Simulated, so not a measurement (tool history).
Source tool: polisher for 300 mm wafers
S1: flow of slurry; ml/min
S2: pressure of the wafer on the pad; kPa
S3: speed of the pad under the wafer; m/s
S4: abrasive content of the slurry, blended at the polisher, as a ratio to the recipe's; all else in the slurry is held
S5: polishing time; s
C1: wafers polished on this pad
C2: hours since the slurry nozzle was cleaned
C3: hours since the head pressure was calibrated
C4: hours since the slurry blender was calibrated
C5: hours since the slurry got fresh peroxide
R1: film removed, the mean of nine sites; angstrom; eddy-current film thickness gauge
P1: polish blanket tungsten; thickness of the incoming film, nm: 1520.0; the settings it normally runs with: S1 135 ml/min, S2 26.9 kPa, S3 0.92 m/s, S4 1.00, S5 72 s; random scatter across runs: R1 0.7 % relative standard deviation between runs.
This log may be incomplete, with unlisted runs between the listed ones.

| run | hour | S1 | S2 | S3 | S4 | S5 | C1 | C2 | C3 | C4 | C5 | R1 |
|---|---|---|---|---|---|---|---|---|---|---|---|---|
| 1 | 12.5 | 135 | 26.9 | 0.92 | 1.00 | 72 | 340 | 382.4 | 595.3 | 41.1 | 31.4 | 2703.5 |
| 2 | 20.8 | 135 | 13.8 | 0.92 | 1.00 | 72 | 393 | 390.7 | 603.6 | 49.4 | 39.7 | 1386.2 |
| 3 | 26.8 | 135 | 26.9 | 0.92 | 1.00 | 72 | 432 | 396.7 | 609.6 | 55.4 | 45.7 | 2708.6 |
| 4 | 39.0 | 80 | 26.9 | 0.92 | 1.00 | 72 | 510 | 408.9 | 621.8 | 67.6 | 57.9 | 2378.4 |
| 5 | 51.4 | 195 | 26.9 | 0.92 | 1.00 | 72 | 590 | 421.3 | 634.2 | 80.0 | 70.3 | 2855.2 |
|  | 51.5 | head pressure recalibrated |
| 6 | 59.5 | 135 | 39.3 | 0.92 | 1.00 | 45 | 643 | 429.4 | 8.0 | 88.1 | 78.4 | 2477.9 |
| 7 | 67.4 | 135 | 40.7 | 0.92 | 1.00 | 72 | 693 | 437.3 | 15.9 | 96.0 | 86.3 | 4070.7 |
| 8 | 79.6 | 135 | 26.9 | 0.92 | 1.00 | 37 | 772 | 449.5 | 28.1 | 108.2 | 98.5 | 1380.2 |
|  | 88.2 | worn pad replaced by a new one |
| 9 | 89.6 | 135 | 26.9 | 0.92 | 1.35 | 100 | 9 | 459.5 | 38.1 | 118.2 | 108.5 | 4076.4 |
| 10 | 97.7 | 135 | 26.9 | 0.92 | 1.00 | 105 | 61 | 467.6 | 46.2 | 126.3 | 116.6 | 3902.5 |
| 11 | 106.6 | 135 | 26.9 | 0.92 | 1.00 | 72 | 119 | 476.5 | 55.1 | 135.2 | 125.5 | 2714.0 |
| 12 | 113.8 | 135 | 26.9 | 0.92 | 1.50 | 72 | 165 | 483.7 | 62.3 | 142.4 | 132.7 | 2987.8 |
| 13 | 125.9 | 135 | 26.9 | 0.54 | 1.00 | 72 | 243 | 495.8 | 74.4 | 154.5 | 144.8 | 1584.2 |
| 14 | 133.3 | 135 | 26.9 | 1.32 | 1.00 | 72 | 291 | 503.2 | 81.8 | 161.9 | 152.2 | 3907.6 |

Expected results for the next run?
| 15 | 141.2 | 135 | 26.9 | 0.92 | 1.00 | 72 | 342 | 511.1 | 89.7 | 169.8 | 160.1 | ? |

R1: 2688.6 angstrom

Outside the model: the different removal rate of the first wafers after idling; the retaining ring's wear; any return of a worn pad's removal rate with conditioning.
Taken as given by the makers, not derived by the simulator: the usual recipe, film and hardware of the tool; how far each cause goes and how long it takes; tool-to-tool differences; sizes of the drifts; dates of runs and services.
